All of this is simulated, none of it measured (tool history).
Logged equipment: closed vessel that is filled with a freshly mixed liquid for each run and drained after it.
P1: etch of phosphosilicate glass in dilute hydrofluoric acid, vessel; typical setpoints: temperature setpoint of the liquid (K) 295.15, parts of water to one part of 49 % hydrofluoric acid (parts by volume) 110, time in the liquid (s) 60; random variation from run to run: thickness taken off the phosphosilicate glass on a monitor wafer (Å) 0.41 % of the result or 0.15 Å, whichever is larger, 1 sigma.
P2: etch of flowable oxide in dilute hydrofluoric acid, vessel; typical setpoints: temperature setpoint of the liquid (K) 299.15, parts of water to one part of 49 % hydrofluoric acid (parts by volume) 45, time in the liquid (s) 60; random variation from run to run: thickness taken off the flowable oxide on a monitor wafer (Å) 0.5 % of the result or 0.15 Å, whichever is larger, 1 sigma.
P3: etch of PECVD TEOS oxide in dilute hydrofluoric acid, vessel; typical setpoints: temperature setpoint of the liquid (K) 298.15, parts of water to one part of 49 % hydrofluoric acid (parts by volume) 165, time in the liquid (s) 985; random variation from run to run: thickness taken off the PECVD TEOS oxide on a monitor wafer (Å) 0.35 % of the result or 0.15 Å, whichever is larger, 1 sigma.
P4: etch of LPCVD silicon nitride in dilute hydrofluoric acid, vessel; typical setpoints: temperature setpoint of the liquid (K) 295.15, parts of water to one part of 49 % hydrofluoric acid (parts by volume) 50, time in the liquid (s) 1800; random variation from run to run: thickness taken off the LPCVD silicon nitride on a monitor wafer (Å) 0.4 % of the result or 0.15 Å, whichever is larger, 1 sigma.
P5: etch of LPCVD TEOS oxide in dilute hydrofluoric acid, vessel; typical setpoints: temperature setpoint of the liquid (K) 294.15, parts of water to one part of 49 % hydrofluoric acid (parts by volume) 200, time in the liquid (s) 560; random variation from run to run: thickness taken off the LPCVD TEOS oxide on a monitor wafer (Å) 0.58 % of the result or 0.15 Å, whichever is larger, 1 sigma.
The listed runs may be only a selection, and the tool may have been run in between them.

run   hour  process that ran  temperature setpoint of the liquid (K)  parts of water to one part of 49 % hydrofluoric acid (parts by volume)  time in the liquid (s)  thickness taken off the phosphosilicate glass on a monitor wafer (Å)  thickness taken off the LPCVD silicon nitride on a monitor wafer (Å)  thickness taken off the LPCVD TEOS oxide on a monitor wafer (Å)  thickness taken off the flowable oxide on a monitor wafer (Å)  thickness taken off the PECVD TEOS oxide on a monitor wafer (Å)
  1    3.9                P1                                  295.15                                                                     110                      60                                                                479.01
  2   10.1                P4                                  295.15                                                                      50                    1800                                                                                                                                       143.4
  3   14.1                P1                                  295.15                                                                     110                      60                                                                477.63
  4     20                P5                                  300.65                                                                     200                     560                                                                                                                                                                                                       663.65
  5   23.8                P5                                  294.15                                                                     100                     560                                                                                                                                                                                                       1165.2
  6   29.3                P1                                  295.15                                                                     110                      60                                                                479.19
  7     33                P2                                  299.15                                                                      75                      60                                                                                                                                                                                                                                                                      269.94
  8   41.2                P3                                  298.15                                                                     165                    1745                                                                                                                                                                                                                                                                                                                                       869.77
  9   47.3                P3                                  298.15                                                                     165                     985                                                                                                                                                                                                                                                                                                                                       492.29
 10   54.2                P1                                  290.65                                                                     110                      60                                                                398.85
 11     61                P1                                  295.15                                                                     110                     100                                                                798.41
 12   67.6                P1                                  300.65                                                                     155                      60                                                                396.65
 13   72.9                P5                                  294.15                                                                     200                    1030                                                                                                                                                                                                          954
 14   78.4                P1                                  295.15                                                                     110                      30                                                                240.64
 15   82.4                P1                                  295.15                                                                     170                      85                                                                412.22
 16   88.7                P4                                  302.65                                                                      50                    1800                                                                                                                                      237.18
 17   92.4                P1                                  295.15                                                                     110                      60                                                                 480.1
 18   97.8                P3                                  298.15                                                                     270                     985                                                                                                                                                                                                                                                                                                                                       269.25
 19  106.2                P1                                  295.15                                                                     180                      60                                                                270.37
 20    110                P2                                  299.15                                                                      45                      60                                                                                                                                                                                                                                                                      465.71
 21  116.8                P4                                  295.15                                                                      50                     425                                                                                                                                       34.08
 22  121.6                P1                                  300.15                                                                     110                      60                                                                582.95
 23    126                P1                                  295.15                                                                     110                      60                                                                478.96
 24  131.2                P3                                  298.15                                                                     165                     985                                                                                                                                                                                                                                                                                                                                       489.74
 25  135.2                P1                                  295.15                                                                     110                      60                                                                   483
 26  141.2                P4                                  295.15                                                                      80                    1800                                                                                                                                      90.633
 27  149.3                P5                                  294.15                                                                     200                     560                                                                                                                                                                                                       522.23
 28  157.8                P5                                  294.15                                                                     200                     560                                                                                                                                                                                                       522.42
 29  163.1                P3                                  293.15                                                                     165                     985                                                                                                                                                                                                                                                                                                                                       404.81
 30  168.9                P1                                  295.15                                                                      70                     100                                                                1318.6

Expected results for the next run?
 31  174.6                P1                                  295.15                                                                     110                      60                                                                     ?

Logged for run 31: thickness taken off the phosphosilicate glass on a monitor wafer (Å) 474.3.
